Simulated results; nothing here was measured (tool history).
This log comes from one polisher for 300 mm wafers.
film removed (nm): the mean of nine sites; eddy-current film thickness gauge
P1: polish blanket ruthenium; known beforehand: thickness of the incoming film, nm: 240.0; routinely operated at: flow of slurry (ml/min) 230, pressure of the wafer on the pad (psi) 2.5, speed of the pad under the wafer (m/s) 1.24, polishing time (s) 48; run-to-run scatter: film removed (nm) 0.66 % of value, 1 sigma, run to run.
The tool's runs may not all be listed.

| run | hour | flow of slurry (ml/min) | pressure of the wafer on the pad (psi) | speed of the pad under the wafer (m/s) | polishing time (s) | film removed (nm) |
|---|---|---|---|---|---|---|
| 1 | 3.7 | 230 | 2.5 | 1.24 | 48 | 74.172 |
| 2 | 7.9 | 230 | 3.6 | 1.24 | 48 | 107.26 |
| 3 | 10.6 | 230 | 2.5 | 0.84 | 33 | 34.612 |
| 4 | 14.1 | 230 | 2.5 | 1.24 | 73 | 112.6 |
| 5 | 18.4 | 230 | 1.5 | 1.24 | 48 | 44.662 |
| 6 | 20.8 | 230 | 2.5 | 1.24 | 22 | 33.908 |
|  | 23.6 | head pressure recalibrated |
| 7 | 23.7 | 230 | 2.5 | 0.72 | 48 | 43.167 |
| 8 | 28.1 | 230 | 1.8 | 1.24 | 28 | 31.042 |
| 9 | 32 | 230 | 2.5 | 1.9 | 48 | 112.4 |
| 10 | 35.8 | 230 | 2.5 | 1.24 | 48 | 72.776 |
| 11 | 40.2 | 230 | 2.5 | 1.24 | 48 | 73.498 |
| 12 | 43.6 | 230 | 2.5 | 1.24 | 48 | 74.359 |
| 13 | 47.4 | 140 | 2.5 | 1.24 | 48 | 69.311 |
| 14 | 50.3 | 345 | 2.5 | 1.24 | 48 | 75.913 |
| 15 | 52.6 | 230 | 2.5 | 0.7 | 62 | 54.256 |
| 16 | 55.1 | 230 | 2.5 | 1.24 | 48 | 74.093 |
| 17 | 57.9 | 230 | 2.5 | 1.24 | 48 | 74.638 |
| 18 | 61.1 | 230 | 2.5 | 1.24 | 48 | 74.323 |
| 19 | 64.1 | 230 | 2.5 | 1.24 | 48 | 74.237 |
| 20 | 66.8 | 230 | 2.5 | 1.24 | 48 | 72.434 |
| 21 | 71 | 230 | 2.5 | 1.24 | 48 | 70.677 |
| 22 | 73 | 230 | 2.5 | 1.24 | 48 | 71.08 |
|  | 76.2 | worn pad replaced by a new one |
| 23 | 76.6 | 230 | 2.5 | 1.24 | 48 | 69.296 |
| 24 | 79 | 230 | 2.5 | 1.24 | 48 | 70.452 |
| 25 | 83.6 | 230 | 2.5 | 1.24 | 48 | 68.998 |
| 26 | 85.9 | 230 | 2.5 | 1.24 | 48 | 69.333 |
| 27 | 90 | 230 | 2.5 | 1.24 | 48 | 68.746 |
| 28 | 93.7 | 230 | 2.5 | 1.24 | 48 | 68.95 |

The log shows P1 creeping away from where it was. Any of the 2 causes listed here, at the size stated for it, fits the log just as well as the others:
A: slurry flow missing at the pad, % = 37.4
B: head's pressure below its setpoint, % = 6.51
The onset of the drift is placed at about hour 64.1.
Each remaining cause and why it is not a fit:
removal rate lost through wear of the pad, %: serviced at hour 76.2, after the drift had started, without restoring the earlier output

Below are 4 check runs, each averaged over 5 wafers, with their results shown as question marks. Which of them would give clearly different results depending on which cause is behind the drift?
| check 1 | 97.4 | 230 | 2.5 | 1.24 | 65 | ? |
| check 2 | 97.4 | 345 | 2.5 | 1.24 | 48 | ? |
| check 3 | 97.4 | 230 | 2.5 | 1.9 | 22 | ? |
| check 4 | 97.4 | 230 | 1.9 | 1.24 | 67 | ? |

Predicted outcomes, by check and by cause:
| check | result | if A | if B |
|---|---|---|---|
| check 1 | film removed (nm) | 93.506 | 93.519 |
| check 2 | film removed (nm) | 73.322 | 71.773 |
| check 3 | film removed (nm) | 48.493 | 48.5 |
| check 4 | film removed (nm) | 73.251 | 73.261 |
Smallest distance between any two causes, each pair judged by its most separating result, in per cent: check 1 0.01 %; check 2 2.14 %; check 3 0.01 %; check 4 0.01 %
Check 2 is the one run that separates the causes; every other check would come out nearly the same whichever cause is at work.

Then check 2 was run and gave: film removed (nm) 71.64. Which cause is it?

B is the cause: head's pressure below its setpoint, %.
